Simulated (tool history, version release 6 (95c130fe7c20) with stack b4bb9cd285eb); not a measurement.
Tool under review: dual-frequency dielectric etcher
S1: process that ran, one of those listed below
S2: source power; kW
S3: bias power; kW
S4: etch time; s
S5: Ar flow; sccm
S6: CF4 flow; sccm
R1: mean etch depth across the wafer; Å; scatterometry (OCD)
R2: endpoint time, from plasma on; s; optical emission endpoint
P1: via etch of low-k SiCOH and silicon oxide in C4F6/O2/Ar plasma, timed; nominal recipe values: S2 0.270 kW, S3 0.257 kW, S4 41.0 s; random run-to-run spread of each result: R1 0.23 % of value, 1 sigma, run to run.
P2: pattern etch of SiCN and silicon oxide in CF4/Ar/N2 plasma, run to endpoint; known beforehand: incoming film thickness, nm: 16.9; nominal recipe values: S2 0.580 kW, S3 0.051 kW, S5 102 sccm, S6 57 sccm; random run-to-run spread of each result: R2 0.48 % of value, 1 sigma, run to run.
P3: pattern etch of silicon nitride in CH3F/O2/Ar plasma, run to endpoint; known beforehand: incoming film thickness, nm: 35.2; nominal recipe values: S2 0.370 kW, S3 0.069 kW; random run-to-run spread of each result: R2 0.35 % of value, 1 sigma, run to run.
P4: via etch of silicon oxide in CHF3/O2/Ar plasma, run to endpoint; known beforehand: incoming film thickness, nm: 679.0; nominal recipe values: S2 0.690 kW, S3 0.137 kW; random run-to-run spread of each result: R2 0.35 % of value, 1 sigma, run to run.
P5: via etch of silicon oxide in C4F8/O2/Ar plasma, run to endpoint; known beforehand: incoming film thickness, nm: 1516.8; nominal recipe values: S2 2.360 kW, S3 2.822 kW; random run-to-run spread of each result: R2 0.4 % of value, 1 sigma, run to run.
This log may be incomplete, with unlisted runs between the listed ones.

{"run": 1, "hour": 6.4, "S1": "P1", "S2": 0.27, "S3": 0.257, "S4": 41.0, "R1": 934.66}
{"run": 2, "hour": 10.2, "S1": "P2", "S2": 0.58, "S3": 0.051, "S5": 102, "S6": 71, "R2": 18.049}
{"run": 3, "hour": 17.7, "S1": "P1", "S2": 0.27, "S3": 0.334, "S4": 41.0, "R1": 1025.6}
{"run": 4, "hour": 24.8, "S1": "P3", "S2": 0.47, "S3": 0.069, "R2": 48.809}
{"run": 5, "hour": 30.5, "S1": "P3", "S2": 0.37, "S3": 0.087, "R2": 48.967}
{"run": 6, "hour": 35.9, "S1": "P1", "S2": 0.27, "S3": 0.257, "S4": 41.0, "R1": 932.61}
{"run": 7, "hour": 40.8, "S1": "P1", "S2": 0.27, "S3": 0.257, "S4": 41.0, "R1": 932.3}
{"run": 8, "hour": 46.0, "S1": "P1", "S2": 0.37, "S3": 0.257, "S4": 41.0, "R1": 1051.7}
{"run": 9, "hour": 50.5, "S1": "P1", "S2": 0.27, "S3": 0.257, "S4": 41.0, "R1": 935.77}
{"run": 10, "hour": 56.8, "S1": "P2", "S2": 0.58, "S3": 0.051, "S5": 102, "S6": 57, "R2": 18.683}
{"run": 11, "hour": 63.8, "S1": "P2", "S2": 0.58, "S3": 0.051, "S5": 102, "S6": 57, "R2": 18.742}
{"run": 12, "hour": 69.0, "S1": "P2", "S2": 0.42, "S3": 0.051, "S5": 102, "S6": 57, "R2": 24.908}
{"run": 13, "hour": 73.5, "S1": "P3", "S2": 0.37, "S3": 0.069, "R2": 53.139}
{"run": 14, "hour": 77.9, "S1": "P1", "S2": 0.27, "S3": 0.257, "S4": 41.0, "R1": 933.94}
{"run": 15, "hour": 86.2, "S1": "P5", "S2": 2.36, "S3": 1.99, "R2": 276.55}
{"run": 16, "hour": 90.0, "S1": "P4", "S2": 0.69, "S3": 0.096, "R2": 404.38}
{"run": 17, "hour": 97.0, "S1": "P1", "S2": 0.27, "S3": 0.257, "S4": 54.0, "R1": 1229.5}
{"run": 18, "hour": 104.1, "S1": "P1", "S2": 0.35, "S3": 0.257, "S4": 53.0, "R1": 1335.6}
{"run": 19, "hour": 111.8, "S1": "P4", "S2": 0.69, "S3": 0.137, "R2": 363.08}
{"run": 20, "hour": 120.0, "S1": "P5", "S2": 1.8, "S3": 2.822, "R2": 280.0}
{"run": 21, "hour": 127.0, "S1": "P3", "S2": 0.37, "S3": 0.069, "R2": 53.295}
{"run": 22, "hour": 133.7, "S1": "P4", "S2": 0.69, "S3": 0.137, "R2": 363.2}
{"run": 23, "hour": 142.1, "S1": "P4", "S2": 0.56, "S3": 0.137, "R2": 393.41}
{"run": 24, "hour": 147.8, "S1": "P1", "S2": 0.27, "S3": 0.257, "S4": 41.0, "R1": 928.96}
{"run": 25, "hour": 155.6, "S1": "P1", "S2": 0.19, "S3": 0.257, "S4": 41.0, "R1": 818.93}
{"run": 26, "hour": 161.8, "S1": "P1", "S2": 0.17, "S3": 0.257, "S4": 24.5, "R1": 466.59}
{"hour": 163.8, "done": "source power generator calibrated"}
{"run": 27, "hour": 167.8, "S1": "P5", "S2": 2.36, "S3": 2.822, "R2": 250.6}
{"run": 28, "hour": 174.0, "S1": "P2", "S2": 0.58, "S3": 0.051, "S5": 61, "S6": 57, "R2": 17.084}
{"run": 29, "hour": 181.7, "S1": "P1", "S2": 0.27, "S3": 0.157, "S4": 41.0, "R1": 794.76}
{"run": 30, "hour": 189.6, "S1": "P1", "S2": 0.27, "S3": 0.257, "S4": 28.5, "R1": 650.2}
{"run": 31, "hour": 197.0, "S1": "P2", "S2": 0.58, "S3": 0.071, "S5": 102, "S6": 57, "R2": 16.762}
{"run": 32, "hour": 205.2, "S1": "P1", "S2": 0.27, "S3": 0.257, "S4": 41.0, "R1": 932.41}
{"run": 33, "hour": 213.1, "S1": "P1", "S2": 0.27, "S3": 0.257, "S4": 41.0, "R1": 940.05}
{"run": 34, "hour": 217.7, "S1": "P1", "S2": 0.27, "S3": 0.257, "S4": 41.0, "R1": 942.83}
{"run": 35, "hour": 223.9, "S1": "P1", "S2": 0.27, "S3": 0.257, "S4": 41.0, "R1": 944.17}
{"hour": 228.2, "done": "wet clean of the chamber"}
{"run": 36, "hour": 231.3, "S1": "P1", "S2": 0.27, "S3": 0.257, "S4": 41.0, "R1": 945.58}
{"run": 37, "hour": 236.4, "S1": "P1", "S2": 0.27, "S3": 0.257, "S4": 41.0, "R1": 950.4}
{"run": 38, "hour": 241.8, "S1": "P1", "S2": 0.27, "S3": 0.257, "S4": 41.0, "R1": 945.71}
{"run": 39, "hour": 247.5, "S1": "P1", "S2": 0.27, "S3": 0.257, "S4": 41.0, "R1": 944.34}

What P1 gives has crept away from where it was. These 2 causes fit the log equally well, each at the size given:
A: source power that arrives over what is set, % = 3.83
B: bias power that arrives over what is set, % = 4.16
The gradual shift began around hour 205.2.
Excluded causes, each with its reason:
chamber walls in a state that raises the etch rate, %: serviced at hour 228.2, after the drift had started, without restoring the earlier output

Consider the 4 check runs below, whose results appear as question marks and each of which averages 3 wafers. Which one distinguishes the causes, in that each cause would give it a clearly different result?
{"run": "check 1", "hour": 253.2, "S1": "P4", "S2": 0.69, "S3": 0.137, "R2": "?"}
{"run": "check 2", "hour": 253.2, "S1": "P2", "S2": 0.58, "S3": 0.051, "S5": 102, "S6": 57, "R2": "?"}
{"run": "check 3", "hour": 253.2, "S1": "P5", "S2": 2.36, "S3": 2.822, "R2": "?"}
{"run": "check 4", "hour": 253.2, "S1": "P3", "S2": 0.37, "S3": 0.069, "R2": "?"}

What each check would give under each cause:
check=check_1 result=R2 if_A=356.740 if_B=357.390
check=check_2 result=R2 if_A=18.083 if_B=18.457
check=check_3 result=R2 if_A=246.060 if_B=246.640
check=check_4 result=R2 if_A=52.348 if_B=52.363
Separation of the two closest causes in each check, using whichever result separates them best: check 1 0.18 %; check 2 2.05 %; check 3 0.23 %; check 4 0.03 %
Check 2 is the one run that separates the causes; every other check would come out nearly the same whichever cause is at work.

Running check 2 produced the following: R2 18.393 s. Which one of the listed causes fits?

The correct cause is B, namely: bias power that arrives over what is set, %.
